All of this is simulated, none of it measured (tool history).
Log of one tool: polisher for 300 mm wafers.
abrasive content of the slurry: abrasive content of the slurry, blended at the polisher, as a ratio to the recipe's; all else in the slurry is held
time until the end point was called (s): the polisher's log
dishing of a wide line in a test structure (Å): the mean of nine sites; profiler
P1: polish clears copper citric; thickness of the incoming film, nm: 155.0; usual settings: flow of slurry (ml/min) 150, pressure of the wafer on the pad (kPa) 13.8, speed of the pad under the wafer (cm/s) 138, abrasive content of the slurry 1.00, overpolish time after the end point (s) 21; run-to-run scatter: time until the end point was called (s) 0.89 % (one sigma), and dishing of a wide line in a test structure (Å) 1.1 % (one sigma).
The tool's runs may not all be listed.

run,day,flow of slurry (ml/min),pressure of the wafer on the pad (kPa),speed of the pad under the wafer (cm/s),abrasive content of the slurry,overpolish time after the end point (s),wafers polished on this pad,hours since the slurry nozzle was cleaned,hours since the head pressure was calibrated,hours since the slurry blender was calibrated,time until the end point was called (s),dishing of a wide line in a test structure (Å)
1,0.367,150,13.8,138,1.00,21,1146,248.3,153.8,119.1,77.338,283.440
2,0.617,150,13.8,138,0.70,21,1213,254.3,159.8,125.1,84.686,264.210
3,0.962,150,13.8,82,1.00,21,1305,262.6,168.1,133.4,129.750,180.040
4,1.192,150,13.8,138,1.25,21,1366,268.1,173.6,138.9,75.301,292.680
5,1.558,230,13.8,138,1.00,21,1463,276.9,182.4,147.7,73.832,300.590
6,1.750,150,13.8,138,1.00,39,1514,281.5,187.0,152.3,77.925,457.820
7,1.929,90,13.8,138,0.80,21,1562,285.8,191.3,156.6,90.441,245.760
8,2.142,150,6.2,138,1.00,21,1618,290.9,196.4,161.7,165.170,137.670
9,2.454,150,13.8,138,1.00,21,1702,298.4,203.9,169.2,77.911,284.000
10,2.621,150,13.8,138,1.00,21,1746,302.4,207.9,173.2,78.226,281.170
11,2.942,150,13.8,138,1.00,21,1831,310.1,215.6,180.9,78.314,280.940
12,3.229,150,13.8,138,1.00,6,1908,317.0,222.5,187.8,78.656,89.555
13,3.596,150,13.8,138,1.00,21,2005,325.8,231.3,196.6,78.158,281.630
14,3.958,150,13.8,192,1.00,21,2102,334.5,240.0,205.3,56.754,369.980
15,4.212,150,17.2,138,1.00,34,2169,340.6,246.1,211.4,63.289,504.860
16,4.492,150,13.8,138,1.00,21,2244,347.3,252.8,218.1,78.323,285.030
17,4.750,150,17.2,138,1.00,21,2312,353.5,259.0,224.3,62.761,345.720
18,5.004,90,13.8,138,1.00,21,2380,359.6,265.1,230.4,87.647,258.400
19,5.242,150,13.8,138,1.00,21,2443,365.3,270.8,236.1,78.064,284.040
20,5.475,150,13.8,138,1.00,21,2505,370.9,276.4,241.7,78.996,276.390
21,5.829,150,13.8,138,1.00,21,2599,379.4,284.9,250.2,80.586,269.350
22,6.179,150,13.8,138,1.00,21,2692,387.8,293.3,258.6,82.055,272.160
23,6.496,150,13.8,138,1.00,21,2777,395.4,300.9,266.2,81.815,271.330
# day 6.808: worn pad replaced by a new one
24,6.821,150,13.8,138,1.00,21,4,403.2,308.7,274.0,83.155,266.530
25,7.054,150,13.8,138,1.00,21,66,408.8,314.3,279.6,82.480,266.620
# day 7.296: head pressure recalibrated
26,7.367,150,13.8,138,1.00,21,149,416.3,1.7,287.1,82.927,269.130
27,7.662,150,13.8,138,1.00,21,227,423.4,8.8,294.2,83.514,267.380
28,7.842,150,13.8,138,1.00,21,275,427.7,13.1,298.5,82.667,268.060
29,8.117,150,13.8,138,1.00,21,348,434.3,19.7,305.1,81.919,265.860

What P1 gives has crept away from where it was. These 2 causes fit the log equally well, each at the size given:
A: slurry flow missing at the pad, % = 28.7
B: abrasive missing from the slurry, % = 28.1
The creep began at about day 5.475.
Why every other cause is out:
removal rate lost through wear of the pad, %: serviced at day 6.808, which brought nothing back
head's pressure below its setpoint, %: serviced at day 7.296, which brought nothing back

4 check runs are offered, each on 3 wafers whose results are averaged, their results left as question marks. Which one tells the causes apart?
check 1,8.392,150,13.8,138,1.00,35,,,,,?,?
check 2,8.392,150,6.9,138,0.75,21,,,,,?,?
check 3,8.392,150,9.7,138,1.00,7,,,,,?,?
check 4,8.392,90,13.8,138,1.00,21,,,,,?,?

What each check would give under each cause:
check,result,if A,if B
check 1,time until the end point was called (s),83.618,83.619
check 1,dishing of a wide line in a test structure (Å),402.920,402.910
check 2,time until the end point was called (s),173.160,172.730
check 2,dishing of a wide line in a test structure (Å),135.980,136.290
check 3,time until the end point was called (s),118.130,118.140
check 3,dishing of a wide line in a test structure (Å),70.227,70.226
check 4,time until the end point was called (s),97.406,93.675
check 4,dishing of a wide line in a test structure (Å),233.610,241.680
How far apart the two closest causes lie, in the result that separates them most: check 1 0 %; check 2 0.25 %; check 3 0 %; check 4 3.91 %
Only check 4 tells the causes apart: in the others they would give nearly the same result.

Then check 4 was run and gave: time until the end point was called (s) 94.069; dishing of a wide line in a test structure (Å) 241.880. Which cause is it?

It is B: abrasive missing from the slurry, %.

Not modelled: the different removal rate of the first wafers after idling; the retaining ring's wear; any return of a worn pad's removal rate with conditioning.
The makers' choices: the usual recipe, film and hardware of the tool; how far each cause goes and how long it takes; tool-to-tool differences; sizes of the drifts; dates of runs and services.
